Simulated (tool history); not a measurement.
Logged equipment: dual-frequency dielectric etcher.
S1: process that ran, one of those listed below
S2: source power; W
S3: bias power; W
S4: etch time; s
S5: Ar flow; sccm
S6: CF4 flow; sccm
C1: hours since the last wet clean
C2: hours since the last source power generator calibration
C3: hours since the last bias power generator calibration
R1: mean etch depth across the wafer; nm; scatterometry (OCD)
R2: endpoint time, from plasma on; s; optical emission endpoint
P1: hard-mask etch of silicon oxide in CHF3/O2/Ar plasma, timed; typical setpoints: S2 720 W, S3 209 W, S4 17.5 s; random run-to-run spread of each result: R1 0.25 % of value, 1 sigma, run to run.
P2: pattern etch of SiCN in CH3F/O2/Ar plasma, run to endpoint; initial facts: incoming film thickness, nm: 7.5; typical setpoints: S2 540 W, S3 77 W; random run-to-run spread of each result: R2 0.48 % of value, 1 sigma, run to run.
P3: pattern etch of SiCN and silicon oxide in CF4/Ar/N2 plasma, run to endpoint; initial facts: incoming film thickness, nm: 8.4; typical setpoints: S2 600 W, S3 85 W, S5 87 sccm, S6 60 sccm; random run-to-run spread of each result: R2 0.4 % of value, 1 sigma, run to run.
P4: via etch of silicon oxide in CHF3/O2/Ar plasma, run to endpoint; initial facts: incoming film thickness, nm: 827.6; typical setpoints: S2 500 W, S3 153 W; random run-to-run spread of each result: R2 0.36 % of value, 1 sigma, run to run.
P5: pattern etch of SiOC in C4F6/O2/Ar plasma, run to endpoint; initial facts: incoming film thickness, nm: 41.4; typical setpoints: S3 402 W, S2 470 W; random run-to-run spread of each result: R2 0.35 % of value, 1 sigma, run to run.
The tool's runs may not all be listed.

run 1 hour=8.6 | S1=P1 S2=720 S3=209 S4=17.5 | C1=56.3 C2=1073.5 C3=522.4 | R1=37.522
run 2 hour=18.4 | S1=P1 S2=590 S3=209 S4=17.5 | C1=66.1 C2=1083.3 C3=532.2 | R1=34.823
run 3 hour=31.8 | S1=P4 S2=330 S3=153 | C1=79.5 C2=1096.7 C3=545.6 | R2=535.8100
run 4 hour=42.4 | S1=P1 S2=720 S3=209 S4=17.5 | C1=90.1 C2=1107.3 C3=556.2 | R1=37.441
run 5 hour=54.6 | S1=P1 S2=990 S3=131 S4=17.5 | C1=102.3 C2=1119.5 C3=568.4 | R1=36.522
run 6 hour=62.2 | S1=P2 S2=360 S3=77 | C1=109.9 C2=1127.1 C3=576.0 | R2=19.1120
run 7 hour=68.4 | S1=P5 S2=470 S3=402 | C1=116.1 C2=1133.3 C3=582.2 | R2=14.2980
run 8 hour=82.0 | S1=P5 S2=470 S3=402 | C1=129.7 C2=1146.9 C3=595.8 | R2=14.3590
run 9 hour=89.1 | S1=P1 S2=720 S3=209 S4=17.5 | C1=136.8 C2=1154.0 C3=602.9 | R1=37.413
run 10 hour=101.5 | S1=P1 S2=720 S3=209 S4=10.0 | C1=149.2 C2=1166.4 C3=615.3 | R1=21.497
run 11 hour=110.9 | S1=P1 S2=720 S3=209 S4=17.5 | C1=158.6 C2=1175.8 C3=624.7 | R1=37.556
run 12 hour=119.7 | S1=P5 S2=660 S3=402 | C1=167.4 C2=1184.6 C3=633.5 | R2=12.6290
run 13 hour=129.8 | S1=P1 S2=720 S3=296 S4=17.5 | C1=177.5 C2=1194.7 C3=643.6 | R1=42.260
run 14 hour=137.6 | S1=P3 S2=600 S3=85 S5=87 S6=60 | C1=185.3 C2=1202.5 C3=651.4 | R2=7.4257
run 15 hour=145.5 | S1=P1 S2=1010 S3=209 S4=17.5 | C1=193.2 C2=1210.4 C3=659.3 | R1=42.459
run 16 hour=151.9 | S1=P1 S2=720 S3=123 S4=17.5 | C1=199.6 C2=1216.8 C3=665.7 | R1=31.418
run 17 hour=164.6 | S1=P1 S2=460 S3=209 S4=24.5 | C1=212.3 C2=1229.5 C3=678.4 | R1=44.138
run 18 hour=173.5 | S1=P3 S2=600 S3=85 S5=112 S6=60 | C1=221.2 C2=1238.4 C3=687.3 | R2=7.7455
run 19 hour=180.5 | S1=P4 S2=500 S3=208 | C1=228.2 C2=1245.4 C3=694.3 | R2=413.6900
run 20 hour=190.7 | S1=P2 S2=540 S3=77 | C1=238.4 C2=1255.6 C3=704.5 | R2=16.4650

Run 21 comes next. What will it give?
run 21 hour=202.3 | S1=P5 S2=470 S3=548 | C1=250.0 C2=1267.2 C3=716.1 | R2=?

{"run 21": {"R2": 12.782}}
